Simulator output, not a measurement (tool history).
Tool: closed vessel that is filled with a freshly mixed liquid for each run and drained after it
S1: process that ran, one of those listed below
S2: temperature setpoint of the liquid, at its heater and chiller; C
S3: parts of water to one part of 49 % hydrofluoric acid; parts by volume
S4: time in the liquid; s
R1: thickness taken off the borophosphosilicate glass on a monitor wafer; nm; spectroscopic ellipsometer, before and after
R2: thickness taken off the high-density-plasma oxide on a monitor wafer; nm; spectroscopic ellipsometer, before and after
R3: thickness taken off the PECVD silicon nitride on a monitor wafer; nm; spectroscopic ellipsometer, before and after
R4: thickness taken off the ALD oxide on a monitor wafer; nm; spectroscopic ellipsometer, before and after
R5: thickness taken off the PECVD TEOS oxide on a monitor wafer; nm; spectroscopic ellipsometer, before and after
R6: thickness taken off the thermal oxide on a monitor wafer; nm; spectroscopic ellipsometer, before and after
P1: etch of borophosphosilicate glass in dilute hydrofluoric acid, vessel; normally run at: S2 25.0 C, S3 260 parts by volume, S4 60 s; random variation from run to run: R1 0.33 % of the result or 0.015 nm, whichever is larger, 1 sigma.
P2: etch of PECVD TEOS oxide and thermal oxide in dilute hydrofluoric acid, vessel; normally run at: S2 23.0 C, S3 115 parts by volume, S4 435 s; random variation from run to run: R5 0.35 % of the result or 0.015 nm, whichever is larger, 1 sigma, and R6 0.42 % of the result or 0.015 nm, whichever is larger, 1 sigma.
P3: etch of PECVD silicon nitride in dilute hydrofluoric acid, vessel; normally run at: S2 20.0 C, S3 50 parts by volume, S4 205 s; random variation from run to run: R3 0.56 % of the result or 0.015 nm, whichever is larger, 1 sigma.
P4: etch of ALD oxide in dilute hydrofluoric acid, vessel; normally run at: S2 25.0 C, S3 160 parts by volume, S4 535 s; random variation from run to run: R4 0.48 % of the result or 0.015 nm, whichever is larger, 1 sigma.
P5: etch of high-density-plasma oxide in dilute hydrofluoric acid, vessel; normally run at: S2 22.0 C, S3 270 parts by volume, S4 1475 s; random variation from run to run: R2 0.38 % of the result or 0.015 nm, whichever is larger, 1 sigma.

| run | hour | S1 | S2 | S3 | S4 | R1 | R2 | R3 | R4 | R5 | R6 |
|---|---|---|---|---|---|---|---|---|---|---|---|
| 1 | 6.1 | P1 | 25.0 | 260 | 60 | 8.3845 |  |  |  |  |  |
| 2 | 14.3 | P5 | 22.0 | 270 | 1475 |  | 22.8870 |  |  |  |  |
| 3 | 21.5 | P3 | 27.5 | 50 | 205 |  |  | 14.8940 |  |  |  |
| 4 | 26.1 | P4 | 25.0 | 160 | 1065 |  |  |  | 62.861 |  |  |
| 5 | 31.0 | P3 | 20.0 | 50 | 205 |  |  | 8.9455 |  |  |  |
| 6 | 39.8 | P5 | 22.0 | 270 | 490 |  | 7.6388 |  |  |  |  |
| 7 | 46.8 | P3 | 20.0 | 50 | 205 |  |  | 9.0212 |  |  |  |
| 8 | 52.4 | P5 | 22.0 | 475 | 1475 |  | 10.9130 |  |  |  |  |
| 9 | 61.7 | P5 | 22.0 | 270 | 1475 |  | 22.9470 |  |  |  |  |
| 10 | 68.6 | P1 | 18.0 | 260 | 60 | 6.4350 |  |  |  |  |  |
| 11 | 77.1 | P4 | 18.5 | 160 | 535 |  |  |  | 24.286 |  |  |
| 12 | 81.5 | P1 | 25.0 | 260 | 30 | 4.1579 |  |  |  |  |  |
| 13 | 89.6 | P1 | 29.0 | 260 | 60 | 9.5360 |  |  |  |  |  |
| 14 | 97.7 | P1 | 25.0 | 260 | 60 | 8.2972 |  |  |  |  |  |
| 15 | 102.0 | P4 | 25.0 | 160 | 535 |  |  |  | 31.334 |  |  |
| 16 | 107.7 | P1 | 25.0 | 260 | 100 | 13.8570 |  |  |  |  |  |
| 17 | 113.6 | P2 | 23.0 | 115 | 65 |  |  |  |  | 6.0726 | 2.5786 |
| 18 | 119.3 | P1 | 25.0 | 370 | 60 | 5.2413 |  |  |  |  |  |
| 19 | 123.5 | P5 | 17.0 | 270 | 1475 |  | 19.1140 |  |  |  |  |
| 20 | 131.7 | P1 | 25.0 | 260 | 60 | 8.3474 |  |  |  |  |  |
| 21 | 138.1 | P3 | 20.0 | 20 | 205 |  |  | 21.6590 |  |  |  |
| 22 | 145.6 | P3 | 20.0 | 50 | 30 |  |  | 1.3109 |  |  |  |
| 23 | 154.5 | P1 | 25.0 | 260 | 60 | 8.3182 |  |  |  |  |  |
| 24 | 159.5 | P1 | 25.0 | 170 | 35 | 8.1924 |  |  |  |  |  |
| 25 | 168.7 | P1 | 30.5 | 425 | 60 | 5.1217 |  |  |  |  |  |
| 26 | 176.1 | P2 | 23.0 | 115 | 435 |  |  |  |  | 40.7260 | 17.1280 |
| 27 | 180.9 | P2 | 31.0 | 115 | 435 |  |  |  |  | 55.3510 | 23.3240 |
| 28 | 187.8 | P1 | 25.0 | 165 | 60 | 14.4980 |  |  |  |  |  |
| 29 | 195.8 | P1 | 25.0 | 260 | 60 | 8.3093 |  |  |  |  |  |
| 30 | 200.8 | P4 | 25.0 | 270 | 535 |  |  |  | 16.351 |  |  |
| 31 | 206.4 | P2 | 23.0 | 190 | 435 |  |  |  |  | 22.7980 | 9.5621 |
| 32 | 211.9 | P1 | 25.0 | 260 | 60 | 8.2924 |  |  |  |  |  |
| 33 | 221.4 | P1 | 25.0 | 260 | 60 | 8.0028 |  |  |  |  |  |
| 34 | 230.1 | P1 | 25.0 | 260 | 60 | 7.9369 |  |  |  |  |  |
| 35 | 239.2 | P1 | 25.0 | 260 | 60 | 7.8683 |  |  |  |  |  |
| 36 | 247.0 | P1 | 25.0 | 260 | 60 | 7.7818 |  |  |  |  |  |
| 37 | 255.6 | P1 | 25.0 | 260 | 60 | 7.8378 |  |  |  |  |  |
| 38 | 264.2 | P1 | 25.0 | 260 | 60 | 7.7471 |  |  |  |  |  |
| 39 | 270.4 | P1 | 25.0 | 260 | 60 | 7.7641 |  |  |  |  |  |
| 40 | 278.1 | P1 | 25.0 | 260 | 60 | 7.7620 |  |  |  |  |  |

What P1 gives has crept away from where it was. These 2 causes fit the log equally well, each at the size given:
A: liquid colder than its thermometer reads (K) = 1.92
B: hydrofluoric acid flow below the setpoint (%) = 5.21
The creep began at about hour 211.9.

4 check runs are offered, one wafer each, their results left as question marks. Which one tells the causes apart?
| check 1 | 285.8 | P4 | 20.0 | 230 | 535 |  |  |  | ? |  |  |
| check 2 | 285.8 | P5 | 22.0 | 465 | 770 |  | ? |  |  |  |  |
| check 3 | 285.8 | P2 | 30.5 | 115 | 105 |  |  |  |  | ? | ? |
| check 4 | 285.8 | P3 | 26.5 | 50 | 30 |  |  | ? |  |  |  |

What each check would give under each cause:
| check | result | if A | if B |
|---|---|---|---|
| check 1 | R4 | 15.544 | 15.672 |
| check 2 | R2 | 5.4971 | 5.4387 |
| check 3 | R5 | 12.2460 | 12.3580 |
| check 3 | R6 | 5.1436 | 5.1906 |
| check 4 | R3 | 1.8060 | 1.9474 |
How far apart the two closest causes lie, in the result that separates them most: check 1 0.82 %; check 2 1.07 %; check 3 0.91 %; check 4 7.53 %
Only check 4 tells the causes apart: in the others they would give nearly the same result.

Check 4 was then run and gave: R3 1.9580 nm. Which cause is it?

It is B: hydrofluoric acid flow below the setpoint (%).
